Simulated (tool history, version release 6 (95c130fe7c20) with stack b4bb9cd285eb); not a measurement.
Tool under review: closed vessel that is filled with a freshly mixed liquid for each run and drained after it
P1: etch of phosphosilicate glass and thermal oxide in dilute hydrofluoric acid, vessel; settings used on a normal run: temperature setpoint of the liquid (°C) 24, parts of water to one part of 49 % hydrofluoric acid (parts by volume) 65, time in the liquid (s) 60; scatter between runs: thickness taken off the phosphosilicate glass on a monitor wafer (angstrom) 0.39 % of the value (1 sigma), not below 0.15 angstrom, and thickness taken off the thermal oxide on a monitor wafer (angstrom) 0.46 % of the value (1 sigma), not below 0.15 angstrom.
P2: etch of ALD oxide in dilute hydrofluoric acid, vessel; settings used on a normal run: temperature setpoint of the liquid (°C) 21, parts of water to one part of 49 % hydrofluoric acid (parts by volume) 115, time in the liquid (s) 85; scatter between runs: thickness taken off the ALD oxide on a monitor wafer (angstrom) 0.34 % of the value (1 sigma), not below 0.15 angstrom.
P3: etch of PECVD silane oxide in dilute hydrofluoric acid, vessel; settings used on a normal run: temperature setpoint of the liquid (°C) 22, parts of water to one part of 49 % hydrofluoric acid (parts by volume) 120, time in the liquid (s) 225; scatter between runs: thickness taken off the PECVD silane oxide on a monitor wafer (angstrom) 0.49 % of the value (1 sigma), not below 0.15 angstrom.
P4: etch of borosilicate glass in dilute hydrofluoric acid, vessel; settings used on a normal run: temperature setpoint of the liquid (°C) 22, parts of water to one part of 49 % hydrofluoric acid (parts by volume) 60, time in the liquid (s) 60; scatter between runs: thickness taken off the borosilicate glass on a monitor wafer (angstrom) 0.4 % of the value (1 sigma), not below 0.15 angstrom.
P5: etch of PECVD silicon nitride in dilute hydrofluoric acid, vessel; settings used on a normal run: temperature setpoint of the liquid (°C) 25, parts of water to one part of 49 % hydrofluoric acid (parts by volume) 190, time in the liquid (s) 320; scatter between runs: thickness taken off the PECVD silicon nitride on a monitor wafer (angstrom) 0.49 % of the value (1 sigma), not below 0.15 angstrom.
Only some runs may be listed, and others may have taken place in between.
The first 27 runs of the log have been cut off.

run   hour  process that ran  temperature setpoint of the liquid (°C)  parts of water to one part of 49 % hydrofluoric acid (parts by volume)  time in the liquid (s)  hours since the thermometer was replaced  hours since the hydrofluoric acid flow meter was replaced  thickness taken off the phosphosilicate glass on a monitor wafer (angstrom)  thickness taken off the thermal oxide on a monitor wafer (angstrom)  thickness taken off the PECVD silicon nitride on a monitor wafer (angstrom)  thickness taken off the borosilicate glass on a monitor wafer (angstrom)  thickness taken off the PECVD silane oxide on a monitor wafer (angstrom)  thickness taken off the ALD oxide on a monitor wafer (angstrom)
 28    188                P4                                       22                                                                     105                      60                                     526.8                                                      354.2                                                                                                                                                                                                                                                                                                   140.03
 29    196                P4                                       30                                                                      60                      60                                     534.8                                                      362.2                                                                                                                                                                                                                                                                                                   361.19
 30  203.2                P1                                       24                                                                      65                      60                                       542                                                      369.4                                                                       803.85                                                               46.858
 31  212.3                P1                                       24                                                                      65                      60                                     551.1                                                      378.5                                                                       803.14                                                               47.248
 32  218.8                P1                                       24                                                                      65                      60                                     557.6                                                        385                                                                       780.63                                                               45.711
 33    226                P1                                       24                                                                      65                      60                                     564.8                                                      392.2                                                                       767.15                                                               45.429
 34  230.2                P1                                       24                                                                      65                      60                                       569                                                      396.4                                                                       761.68                                                               44.923
 35  237.2                P1                                       24                                                                      65                      60                                       576                                                      403.4                                                                       755.82                                                               44.593
 36  244.9                P1                                       24                                                                      65                      60                                     583.7                                                      411.1                                                                       749.77                                                               44.226
 37  253.1                P1                                       24                                                                      65                      60                                     591.9                                                      419.3                                                                       751.29                                                               44.545

Predict the results of run 38:
 38  258.8                P1                                       24                                                                      65                      60                                     597.6                                                        425                                                                            ?                                                                    ?

{"run 38": {"thickness taken off the phosphosilicate glass on a monitor wafer (angstrom)": 752.82, "thickness taken off the thermal oxide on a monitor wafer (angstrom)": 44.07}}
